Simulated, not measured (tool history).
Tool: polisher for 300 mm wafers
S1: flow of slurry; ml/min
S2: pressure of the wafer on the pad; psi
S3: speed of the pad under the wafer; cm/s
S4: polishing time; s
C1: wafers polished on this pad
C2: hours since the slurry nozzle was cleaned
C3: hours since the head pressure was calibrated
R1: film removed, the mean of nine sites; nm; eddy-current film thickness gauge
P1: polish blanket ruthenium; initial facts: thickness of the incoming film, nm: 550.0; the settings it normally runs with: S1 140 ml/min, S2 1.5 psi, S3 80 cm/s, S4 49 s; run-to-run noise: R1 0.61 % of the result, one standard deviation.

run 1 hour=11.4 | S1=140 S2=1.5 S3=80 S4=49 | C1=148 C2=385.9 C3=514.3 | R1=30.601
run 2 hour=26 | S1=140 S2=1.5 S3=80 S4=22 | C1=246 C2=400.5 C3=528.9 | R1=13.716
run 3 hour=41.5 | S1=140 S2=1.5 S3=80 S4=49 | C1=350 C2=416 C3=544.4 | R1=30.574
run 4 hour=51.8 | S1=140 S2=1.5 S3=80 S4=66 | C1=419 C2=426.3 C3=554.7 | R1=40.888
run 5 hour=65.2 | S1=140 S2=1.5 S3=80 S4=49 | C1=509 C2=439.7 C3=568.1 | R1=30.552
run 6 hour=80.4 | S1=140 S2=1.5 S3=58 S4=36 | C1=611 C2=454.9 C3=583.3 | R1=16.124
run 7 hour=93.6 | S1=95 S2=1.5 S3=80 S4=49 | C1=700 C2=468.1 C3=596.5 | R1=28.3
run 8 hour=107.7 | S1=140 S2=1.5 S3=108 S4=49 | C1=795 C2=482.2 C3=610.6 | R1=40.897
run 9 hour=121.4 | S1=140 S2=2.2 S3=80 S4=49 | C1=887 C2=495.9 C3=624.3 | R1=44.55
run 10 hour=135.8 | S1=140 S2=1.5 S3=80 S4=49 | C1=983 C2=510.3 C3=638.7 | R1=30.497
run 11 hour=145.9 | S1=140 S2=0.7 S3=80 S4=49 | C1=1051 C2=520.4 C3=648.8 | R1=14.258
run 12 hour=158.3 | S1=140 S2=2 S3=80 S4=74 | C1=1134 C2=532.8 C3=661.2 | R1=61.416
run 13 hour=168.5 | S1=205 S2=1.5 S3=80 S4=49 | C1=1203 C2=543 C3=671.4 | R1=32.133
run 14 hour=176.8 | S1=140 S2=1.5 S3=80 S4=49 | C1=1258 C2=551.3 C3=679.7 | R1=30.373
run 15 hour=186.9 | S1=85 S2=0.8 S3=80 S4=49 | C1=1326 C2=561.4 C3=689.8 | R1=14.448

What will run 16 give?
run 16 hour=200.6 | S1=140 S2=1.5 S3=40 S4=49 | C1=1418 C2=575.1 C3=703.5 | R1=?

R1: 15.2 nm
